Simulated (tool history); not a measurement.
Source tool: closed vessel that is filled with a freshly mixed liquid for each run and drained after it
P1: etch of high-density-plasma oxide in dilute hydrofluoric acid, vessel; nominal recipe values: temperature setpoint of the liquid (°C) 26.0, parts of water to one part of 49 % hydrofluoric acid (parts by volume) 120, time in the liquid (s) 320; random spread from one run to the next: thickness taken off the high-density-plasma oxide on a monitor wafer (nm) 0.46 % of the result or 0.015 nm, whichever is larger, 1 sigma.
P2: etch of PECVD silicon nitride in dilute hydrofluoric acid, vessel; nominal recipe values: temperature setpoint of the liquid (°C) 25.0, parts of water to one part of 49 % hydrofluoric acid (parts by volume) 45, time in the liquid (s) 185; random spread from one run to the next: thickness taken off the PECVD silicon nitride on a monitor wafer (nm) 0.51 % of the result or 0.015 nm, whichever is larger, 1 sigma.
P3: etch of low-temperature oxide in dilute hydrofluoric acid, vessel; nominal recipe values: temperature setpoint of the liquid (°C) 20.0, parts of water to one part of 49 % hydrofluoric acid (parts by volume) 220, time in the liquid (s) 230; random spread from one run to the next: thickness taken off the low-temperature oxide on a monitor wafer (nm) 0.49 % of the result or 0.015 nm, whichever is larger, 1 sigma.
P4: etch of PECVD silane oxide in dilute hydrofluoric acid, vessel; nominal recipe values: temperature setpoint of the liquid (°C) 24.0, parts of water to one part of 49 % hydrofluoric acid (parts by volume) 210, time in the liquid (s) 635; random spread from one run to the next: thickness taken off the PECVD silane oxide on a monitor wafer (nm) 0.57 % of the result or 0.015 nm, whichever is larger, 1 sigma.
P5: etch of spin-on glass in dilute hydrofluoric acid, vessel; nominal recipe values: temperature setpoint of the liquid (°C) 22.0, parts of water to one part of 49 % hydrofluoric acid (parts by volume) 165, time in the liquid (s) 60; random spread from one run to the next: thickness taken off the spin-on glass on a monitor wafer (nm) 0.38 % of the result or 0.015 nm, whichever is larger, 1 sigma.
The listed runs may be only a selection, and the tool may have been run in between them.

run   hour  process that ran  temperature setpoint of the liquid (°C)  parts of water to one part of 49 % hydrofluoric acid (parts by volume)  time in the liquid (s)  hours since the thermometer was replaced  hours since the hydrofluoric acid flow meter was replaced  thickness taken off the high-density-plasma oxide on a monitor wafer (nm)  thickness taken off the PECVD silicon nitride on a monitor wafer (nm)  thickness taken off the PECVD silane oxide on a monitor wafer (nm)  thickness taken off the low-temperature oxide on a monitor wafer (nm)  thickness taken off the spin-on glass on a monitor wafer (nm)
  1    3.9                P1                                     26.0                                                                     120                     320                                    1784.6                                                      514.0                                                                    23.1830
  2    7.7                P1                                     26.0                                                                     120                     320                                    1788.4                                                      517.8                                                                    23.3770
  3   12.8                P2                                     25.0                                                                      45                      30                                    1793.5                                                      522.9                                                                                                                                            2.6422
  4   16.2                P4                                     17.0                                                                     210                     635                                    1796.9                                                      526.3                                                                                                                                                                                                                34.318
  5   19.7                P1                                     26.0                                                                     120                     625                                    1800.4                                                      529.8                                                                    45.7300
  6   23.1                P3                                     20.0                                                                      85                     230                                    1803.8                                                      533.2                                                                                                                                                                                                                                                                                       81.432
  7   27.7                P1                                     26.0                                                                      35                     100                                    1808.4                                                      537.8                                                                    27.8100
  8   31.7                P1                                     31.5                                                                     120                     320                                    1812.4                                                      541.8                                                                    28.6550
  9   35.3                P1                                     19.5                                                                     120                     320                                    1816.0                                                      545.4                                                                    18.0670
 10   38.3                P4                                     24.0                                                                      95                     635                                    1819.0                                                      548.4                                                                                                                                                                                                               111.290
 11   40.9                P4                                     24.0                                                                     210                     635                                    1821.6                                                      551.0                                                                                                                                                                                                                44.976
 12   44.7                P3                                     20.0                                                                     220                      30                                    1825.4                                                      554.8                                                                                                                                                                                                                                                                                        3.580
 13   49.1                P5                                     17.0                                                                     165                      60                                    1829.8                                                      559.2                                                                                                                                                                                                                                                                                                                                                      7.5164
 14   52.9                P4                                     24.0                                                                     210                     260                                    1833.6                                                      563.0                                                                                                                                                                                                                18.266
 15   56.7                P2                                     33.0                                                                      45                     185                                    1837.4                                                      566.8                                                                                                                                           26.8500
 16   60.9                P1                                     26.0                                                                     120                     150                                    1841.6                                                      571.0                                                                    10.9250
 17   63.5                P1                                     26.0                                                                     120                     320                                    1844.2                                                      573.6                                                                    23.4430
 18   67.3                P1                                     26.0                                                                     200                     320                                    1848.0                                                      577.4                                                                    12.7220
 19   71.7                P3                                     25.5                                                                     220                     230                                    1852.4                                                      581.8                                                                                                                                                                                                                                                                                       33.501
 20   75.5                P1                                     26.0                                                                     120                     320                                    1856.2                                                      585.6                                                                    23.4230
 21   81.3                P1                                     22.0                                                                     210                     320                                    1862.0                                                      591.4                                                                    10.2220
 22   84.2                P1                                     26.0                                                                     120                     320                                    1864.9                                                      594.3                                                                    23.3650
 23   89.5                P1                                     33.5                                                                     120                     100                                    1870.2                                                      599.6                                                                     9.6108
 24   93.2                P1                                     26.0                                                                      35                     320                                    1873.9                                                      603.3                                                                    89.4690
 25   98.3                P5                                     22.0                                                                     165                      60                                    1879.0                                                      608.4                                                                                                                                                                                                                                                                                                                                                      9.1823
     100.1  -- thermometer replaced
 26  102.7                P2                                     25.0                                                                      75                     185                                       2.6                                                      612.8                                                                                                                                            9.8476
 27  107.1                P3                                     20.0                                                                     220                     230                                       7.0                                                      617.2                                                                                                                                                                                                                                                                                       27.317
 28  112.5                P2                                     25.0                                                                      45                     185                                      12.4                                                      622.6                                                                                                                                           16.1790
 29  116.2                P3                                     20.0                                                                     220                     230                                      16.1                                                      626.3                                                                                                                                                                                                                                                                                       27.330
 30  121.8                P5                                     22.0                                                                     165                      30                                      21.7                                                      631.9                                                                                                                                                                                                                                                                                                                                                      4.6161
 31  126.6                P5                                     22.0                                                                     245                      60                                      26.5                                                      636.7                                                                                                                                                                                                                                                                                                                                                      5.7394
 32  129.3                P1                                     26.0                                                                     120                     320                                      29.2                                                      639.4                                                                    23.4630
 33  134.3                P1                                     26.0                                                                     120                     320                                      34.2                                                      644.4                                                                    24.1150
 34  139.4                P1                                     26.0                                                                     120                     320                                      39.3                                                      649.5                                                                    24.7460
 35  142.7                P1                                     26.0                                                                     120                     320                                      42.6                                                      652.8                                                                    24.9380
 36  147.9                P1                                     26.0                                                                     120                     320                                      47.8                                                      658.0                                                                    25.1580
 37  150.7                P1                                     26.0                                                                     120                     320                                      50.6                                                      660.8                                                                    25.4290
 38  156.1                P1                                     26.0                                                                     120                     320                                      56.0                                                      666.2                                                                    25.5970
 39  159.6                P1                                     26.0                                                                     120                     320                                      59.5                                                      669.7                                                                    25.4350
 40  164.2                P1                                     26.0                                                                     120                     320                                      64.1                                                      674.3                                                                    25.6200
 41  167.9                P1                                     26.0                                                                     120                     320                                      67.8                                                      678.0                                                                    25.6450
 42  171.2                P1                                     26.0                                                                     120                     320                                      71.1                                                      681.3                                                                    25.8770

P1 has crept away from where it was. The log is fitted equally well by each of these 2 causes, at the sizes shown:
A: liquid hotter than its thermometer reads (K) = 2.41
B: hydrofluoric acid flow above the setpoint (%) = 8.28
At approximately hour 129.3, the process output began to creep.

Of the 4 check runs listed below, each run on one wafer and each result written as a question mark, which would let you distinguish the listed causes because they would give clearly different results?
check 1  174.5                P4                                     17.0                                                                     210                     275                                                                                                                                                                                                                                                                                                                          ?
check 2  174.5                P5                                     19.0                                                                     165                      40                                                                                                                                                                                                                                                                                                                                                                                                                                                                ?
check 3  174.5                P2                                     32.5                                                                      70                     185                                                                                                                                                                                                                                                      ?
check 4  174.5                P3                                     23.0                                                                     220                      30                                                                                                                                                                                                                                                                                                                                                                                                 ?

If the cause were each of the candidates in turn, the checks would give the following:
  check                                                                 result     if A     if B
check 1     thickness taken off the PECVD silane oxide on a monitor wafer (nm)   16.271   16.269
check 2          thickness taken off the spin-on glass on a monitor wafer (nm)   5.9955   5.9801
check 3  thickness taken off the PECVD silicon nitride on a monitor wafer (nm)  19.6820  18.3590
check 4  thickness taken off the low-temperature oxide on a monitor wafer (nm)   4.3487   4.3892
Separation of the two closest causes in each check, using whichever result separates them best: check 1 0.01 %; check 2 0.26 %; check 3 6.96 %; check 4 0.93 %
The other checks would show nearly matching results whichever cause is true, so check 3 is the only one that separates the causes.

Running check 3 produced the following: thickness taken off the PECVD silicon nitride on a monitor wafer (nm) 19.6980. Which one of the listed causes fits?

The cause is A: liquid hotter than its thermometer reads (K).

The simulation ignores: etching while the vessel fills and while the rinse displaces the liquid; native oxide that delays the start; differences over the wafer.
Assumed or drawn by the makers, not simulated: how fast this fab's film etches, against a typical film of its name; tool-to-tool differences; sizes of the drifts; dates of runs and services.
